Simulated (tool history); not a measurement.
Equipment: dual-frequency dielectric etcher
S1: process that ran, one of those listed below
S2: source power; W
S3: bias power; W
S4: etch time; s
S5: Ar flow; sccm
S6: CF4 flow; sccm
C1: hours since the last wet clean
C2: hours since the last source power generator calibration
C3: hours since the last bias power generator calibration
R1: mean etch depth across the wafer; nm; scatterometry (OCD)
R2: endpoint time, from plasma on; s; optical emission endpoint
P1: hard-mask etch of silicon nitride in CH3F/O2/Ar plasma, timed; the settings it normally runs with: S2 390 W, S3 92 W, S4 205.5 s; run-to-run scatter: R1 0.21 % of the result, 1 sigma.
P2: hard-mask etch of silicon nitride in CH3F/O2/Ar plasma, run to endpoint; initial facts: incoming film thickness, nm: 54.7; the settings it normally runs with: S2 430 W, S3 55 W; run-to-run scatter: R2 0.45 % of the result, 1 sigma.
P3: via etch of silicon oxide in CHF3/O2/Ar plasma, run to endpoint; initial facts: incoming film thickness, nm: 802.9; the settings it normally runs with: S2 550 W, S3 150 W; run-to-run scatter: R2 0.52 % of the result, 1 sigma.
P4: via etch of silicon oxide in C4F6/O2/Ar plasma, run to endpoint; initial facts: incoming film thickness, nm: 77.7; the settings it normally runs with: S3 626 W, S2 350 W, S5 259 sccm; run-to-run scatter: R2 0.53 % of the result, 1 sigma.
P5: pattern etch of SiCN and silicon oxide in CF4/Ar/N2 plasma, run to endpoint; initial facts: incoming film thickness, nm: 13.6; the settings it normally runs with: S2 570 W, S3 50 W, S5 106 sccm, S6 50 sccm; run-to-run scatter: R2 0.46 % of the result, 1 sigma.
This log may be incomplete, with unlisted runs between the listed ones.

{"run": 1, "hour": 14.7, "S1": "P1", "S2": 390, "S3": 92, "S4": 205.5, "C1": 255.4, "C2": 3347.8, "C3": 2223.3, "R1": 155.07}
{"run": 2, "hour": 31.2, "S1": "P1", "S2": 240, "S3": 92, "S4": 205.5, "C1": 271.9, "C2": 3364.3, "C3": 2239.8, "R1": 129.65}
{"run": 3, "hour": 43.7, "S1": "P4", "S2": 240, "S3": 626, "S5": 259, "C1": 284.4, "C2": 3376.8, "C3": 2252.3, "R2": 19.219}
{"run": 4, "hour": 60.1, "S1": "P3", "S2": 550, "S3": 101, "C1": 300.8, "C2": 3393.2, "C3": 2268.7, "R2": 503.86}
{"run": 5, "hour": 72.9, "S1": "P1", "S2": 390, "S3": 92, "S4": 205.5, "C1": 313.6, "C2": 3406, "C3": 2281.5, "R1": 155.11}
{"run": 6, "hour": 86.2, "S1": "P2", "S2": 430, "S3": 55, "C1": 326.9, "C2": 3419.3, "C3": 2294.8, "R2": 88.632}
{"run": 7, "hour": 102.4, "S1": "P1", "S2": 490, "S3": 128, "S4": 205.5, "C1": 343.1, "C2": 3435.5, "C3": 2311, "R1": 190.54}
{"run": 8, "hour": 116.9, "S1": "P1", "S2": 390, "S3": 92, "S4": 205.5, "C1": 357.6, "C2": 3450, "C3": 2325.5, "R1": 155.31}
{"run": 9, "hour": 127.8, "S1": "P1", "S2": 390, "S3": 59, "S4": 205.5, "C1": 368.5, "C2": 3460.9, "C3": 2336.4, "R1": 133.21}
{"hour": 135.0, "done": "wet clean of the chamber"}
{"run": 10, "hour": 143.0, "S1": "P5", "S2": 570, "S3": 62, "S5": 106, "S6": 50, "C1": 8.1, "C2": 3476.1, "C3": 2351.6, "R2": 14.498}
{"run": 11, "hour": 154.7, "S1": "P3", "S2": 550, "S3": 150, "C1": 19.8, "C2": 3487.8, "C3": 2363.3, "R2": 448.52}
{"run": 12, "hour": 173.2, "S1": "P2", "S2": 540, "S3": 55, "C1": 38.3, "C2": 3506.3, "C3": 2381.8, "R2": 80.699}
{"run": 13, "hour": 182.6, "S1": "P1", "S2": 390, "S3": 92, "S4": 135.5, "C1": 47.7, "C2": 3515.7, "C3": 2391.2, "R1": 102.39}
{"run": 14, "hour": 200.3, "S1": "P3", "S2": 770, "S3": 150, "C1": 65.4, "C2": 3533.4, "C3": 2408.9, "R2": 388.44}
{"run": 15, "hour": 218.8, "S1": "P5", "S2": 570, "S3": 50, "S5": 106, "S6": 68, "C1": 83.9, "C2": 3551.9, "C3": 2427.4, "R2": 14.738}
{"run": 16, "hour": 233.2, "S1": "P4", "S2": 350, "S3": 626, "S5": 356, "C1": 98.3, "C2": 3566.3, "C3": 2441.8, "R2": 17.479}
{"run": 17, "hour": 245.8, "S1": "P2", "S2": 430, "S3": 34, "C1": 110.9, "C2": 3578.9, "C3": 2454.4, "R2": 101.39}
{"run": 18, "hour": 263.0, "S1": "P1", "S2": 390, "S3": 92, "S4": 205.5, "C1": 128.1, "C2": 3596.1, "C3": 2471.6, "R1": 155.27}
{"run": 19, "hour": 274.2, "S1": "P4", "S2": 350, "S3": 783, "S5": 259, "C1": 139.3, "C2": 3607.3, "C3": 2482.8, "R2": 15.402}
{"run": 20, "hour": 283.1, "S1": "P2", "S2": 430, "S3": 55, "C1": 148.2, "C2": 3616.2, "C3": 2491.7, "R2": 88.897}
{"run": 21, "hour": 293.5, "S1": "P1", "S2": 530, "S3": 92, "S4": 205.5, "C1": 158.6, "C2": 3626.6, "C3": 2502.1, "R1": 174.71}
{"run": 22, "hour": 310.1, "S1": "P5", "S2": 760, "S3": 50, "S5": 106, "S6": 50, "C1": 175.2, "C2": 3643.2, "C3": 2518.7, "R2": 12.202}
{"run": 23, "hour": 322.0, "S1": "P5", "S2": 570, "S3": 50, "S5": 106, "S6": 50, "C1": 187.1, "C2": 3655.1, "C3": 2530.6, "R2": 15.68}
{"run": 24, "hour": 338.0, "S1": "P3", "S2": 550, "S3": 150, "C1": 203.1, "C2": 3671.1, "C3": 2546.6, "R2": 442.75}
{"run": 25, "hour": 346.6, "S1": "P1", "S2": 390, "S3": 120, "S4": 205.5, "C1": 211.7, "C2": 3679.7, "C3": 2555.2, "R1": 171.14}
{"run": 26, "hour": 364.9, "S1": "P1", "S2": 390, "S3": 92, "S4": 288, "C1": 230, "C2": 3698, "C3": 2573.5, "R1": 216.38}
{"run": 27, "hour": 381.9, "S1": "P4", "S2": 350, "S3": 626, "S5": 259, "C1": 247, "C2": 3715, "C3": 2590.5, "R2": 16.676}
{"run": 28, "hour": 401.3, "S1": "P5", "S2": 570, "S3": 50, "S5": 140, "S6": 50, "C1": 266.4, "C2": 3734.4, "C3": 2609.9, "R2": 16.388}
{"run": 29, "hour": 417.6, "S1": "P4", "S2": 350, "S3": 626, "S5": 259, "C1": 282.7, "C2": 3750.7, "C3": 2626.2, "R2": 17.052}
{"run": 30, "hour": 426.7, "S1": "P1", "S2": 390, "S3": 92, "S4": 205.5, "C1": 291.8, "C2": 3759.8, "C3": 2635.3, "R1": 155.08}
{"run": 31, "hour": 441.3, "S1": "P1", "S2": 390, "S3": 92, "S4": 205.5, "C1": 306.4, "C2": 3774.4, "C3": 2649.9, "R1": 155.35}
{"run": 32, "hour": 457.4, "S1": "P1", "S2": 390, "S3": 92, "S4": 205.5, "C1": 322.5, "C2": 3790.5, "C3": 2666, "R1": 156.28}
{"run": 33, "hour": 471.1, "S1": "P1", "S2": 390, "S3": 92, "S4": 205.5, "C1": 336.2, "C2": 3804.2, "C3": 2679.7, "R1": 156.92}
{"run": 34, "hour": 486.0, "S1": "P1", "S2": 390, "S3": 92, "S4": 205.5, "C1": 351.1, "C2": 3819.1, "C3": 2694.6, "R1": 157.33}
{"run": 35, "hour": 497.3, "S1": "P1", "S2": 390, "S3": 92, "S4": 205.5, "C1": 362.4, "C2": 3830.4, "C3": 2705.9, "R1": 157.46}
{"run": 36, "hour": 506.7, "S1": "P1", "S2": 390, "S3": 92, "S4": 205.5, "C1": 371.8, "C2": 3839.8, "C3": 2715.3, "R1": 157.52}
{"hour": 509.4, "done": "wet clean of the chamber"}
{"run": 37, "hour": 518.2, "S1": "P1", "S2": 390, "S3": 92, "S4": 205.5, "C1": 8.8, "C2": 3851.3, "C3": 2726.8, "R1": 157.53}
{"run": 38, "hour": 528.4, "S1": "P1", "S2": 390, "S3": 92, "S4": 205.5, "C1": 19, "C2": 3861.5, "C3": 2737, "R1": 157.96}
{"run": 39, "hour": 537.9, "S1": "P1", "S2": 390, "S3": 92, "S4": 205.5, "C1": 28.5, "C2": 3871, "C3": 2746.5, "R1": 157.78}

Compared with where it was, what P1 gives has crept away. Each cause listed below fits the log as well as the rest, at the size given for it:
A: bias power that arrives over what is set, % = 4.8
B: source power that arrives over what is set, % = 4.67
The creep began at about hour 441.3.
The rest of the possible causes, and what rules out each one:
chamber walls in a state that raises the etch rate, %: its service at hour 509.4 followed the start of the drift and did not put the process back to its old value

Which of the 4 check runs listed below, each an average over 2 wafers with its results shown as question marks, gives clearly different results under the different listed causes?
{"run": "check 1", "hour": 547.4, "S1": "P2", "S2": 520, "S3": 55, "R2": "?"}
{"run": "check 2", "hour": 547.4, "S1": "P3", "S2": 650, "S3": 108, "R2": "?"}
{"run": "check 3", "hour": 547.4, "S1": "P5", "S2": 650, "S3": 50, "S5": 106, "S6": 63, "R2": "?"}
{"run": "check 4", "hour": 547.4, "S1": "P4", "S2": 260, "S3": 626, "S5": 319, "R2": "?"}

Outcome of each check run for each possible cause:
check=check_1 result=R2 if_A=80.993 if_B=80.75
check=check_2 result=R2 if_A=453.67 if_B=451.83
check=check_3 result=R2 if_A=13.101 if_B=12.762
check=check_4 result=R2 if_A=18.793 if_B=18.829
Distance between the nearest two causes, measured in the result of the check that separates them most: check 1 0.3 %; check 2 0.41 %; check 3 2.62 %; check 4 0.19 %
Check 3 tells the causes apart: in the others they would give nearly the same result.

Check 3 was carried out, with these results: R2 13.05 s. Which of the listed causes is responsible?

A is the cause: bias power that arrives over what is set, %.

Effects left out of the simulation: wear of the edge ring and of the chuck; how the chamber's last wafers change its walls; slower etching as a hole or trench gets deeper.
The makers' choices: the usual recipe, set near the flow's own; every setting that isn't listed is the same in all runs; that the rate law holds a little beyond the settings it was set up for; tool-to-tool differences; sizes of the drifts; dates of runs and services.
